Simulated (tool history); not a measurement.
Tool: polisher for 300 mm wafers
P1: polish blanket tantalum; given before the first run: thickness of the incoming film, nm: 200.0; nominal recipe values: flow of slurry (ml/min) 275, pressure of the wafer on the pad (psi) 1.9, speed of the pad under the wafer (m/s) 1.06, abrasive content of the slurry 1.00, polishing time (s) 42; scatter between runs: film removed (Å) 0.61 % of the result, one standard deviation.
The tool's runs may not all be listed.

| run | day | flow of slurry (ml/min) | pressure of the wafer on the pad (psi) | speed of the pad under the wafer (m/s) | abrasive content of the slurry | polishing time (s) | wafers polished on this pad | hours since the slurry nozzle was cleaned | hours since the head pressure was calibrated | hours since the slurry blender was calibrated | film removed (Å) |
|---|---|---|---|---|---|---|---|---|---|---|---|
| 1 | 0.408 | 275 | 1.9 | 1.06 | 1.00 | 42 | 181 | 222.3 | 220.1 | 351.7 | 636.69 |
| 2 | 0.996 | 275 | 1.9 | 1.06 | 1.00 | 42 | 270 | 236.4 | 234.2 | 365.8 | 639.87 |
| 3 | 1.346 | 370 | 1.9 | 1.06 | 1.00 | 42 | 323 | 244.8 | 242.6 | 374.2 | 646.33 |
| 4 | 1.938 | 405 | 2.4 | 1.06 | 1.00 | 42 | 412 | 259.0 | 256.8 | 388.4 | 829.26 |
| 5 | 2.404 | 275 | 1.9 | 1.06 | 1.00 | 42 | 483 | 270.2 | 268.0 | 399.6 | 639.67 |
| 6 | 2.871 | 275 | 1.9 | 1.06 | 1.00 | 42 | 553 | 281.4 | 279.2 | 410.8 | 634.73 |
| 7 | 3.329 | 275 | 1.9 | 0.56 | 1.00 | 42 | 623 | 292.4 | 290.2 | 421.8 | 333.67 |
| 8 | 3.900 | 275 | 1.9 | 1.06 | 0.65 | 42 | 709 | 306.1 | 303.9 | 435.5 | 549.20 |
| 9 | 4.462 | 275 | 1.9 | 1.06 | 1.00 | 42 | 794 | 319.6 | 317.4 | 449.0 | 628.71 |
| 10 | 5.054 | 275 | 1.9 | 1.06 | 1.40 | 42 | 883 | 333.8 | 331.6 | 463.2 | 691.84 |
| 11 | 5.429 | 275 | 1.9 | 1.06 | 1.00 | 60 | 940 | 342.8 | 340.6 | 472.2 | 907.09 |
| 12 | 5.708 | 190 | 1.9 | 1.38 | 1.00 | 42 | 982 | 349.5 | 347.3 | 478.9 | 792.52 |
| 13 | 6.079 | 275 | 1.2 | 1.06 | 1.00 | 42 | 1038 | 358.4 | 356.2 | 487.8 | 403.48 |
| 14 | 6.346 | 275 | 1.9 | 1.68 | 1.00 | 42 | 1078 | 364.8 | 362.6 | 494.2 | 1017.50 |
| 15 | 6.683 | 275 | 1.9 | 1.06 | 1.00 | 24 | 1129 | 372.9 | 370.7 | 502.3 | 361.68 |
| 16 | 7.258 | 165 | 1.9 | 1.06 | 1.00 | 42 | 1216 | 386.7 | 384.5 | 516.1 | 598.09 |
| 17 | 7.592 | 275 | 2.8 | 1.06 | 1.00 | 42 | 1267 | 394.7 | 392.5 | 524.1 | 940.75 |
| 18 | 8.108 | 355 | 0.9 | 1.06 | 1.00 | 42 | 1345 | 407.1 | 404.9 | 536.5 | 310.08 |
| 19 | 8.504 | 275 | 1.9 | 1.06 | 1.00 | 42 | 1405 | 416.6 | 414.4 | 546.0 | 639.06 |
| 20 | 8.808 | 275 | 1.9 | 1.06 | 1.00 | 42 | 1450 | 423.9 | 421.7 | 553.3 | 613.04 |
| 21 | 9.188 | 275 | 1.9 | 1.06 | 1.00 | 42 | 1508 | 433.0 | 430.8 | 562.4 | 602.17 |
| 22 | 9.579 | 275 | 1.9 | 1.06 | 1.00 | 42 | 1567 | 442.4 | 440.2 | 571.8 | 597.09 |
|  | 9.750 | slurry nozzle cleaned |
|  | 9.971 | head pressure recalibrated |
| 23 | 9.996 | 275 | 1.9 | 1.06 | 1.00 | 42 | 1630 | 6.0 | 0.7 | 581.8 | 596.25 |
| 24 | 10.604 | 275 | 1.9 | 1.06 | 1.00 | 42 | 1722 | 20.6 | 15.3 | 596.4 | 597.09 |

Expected results for the next run?
| 25 | 10.979 | 275 | 1.9 | 1.06 | 1.00 | 42 | 1778 | 29.6 | 24.3 | 605.4 | ? |

{"run 25": {"film removed (Å)": 591.94}}
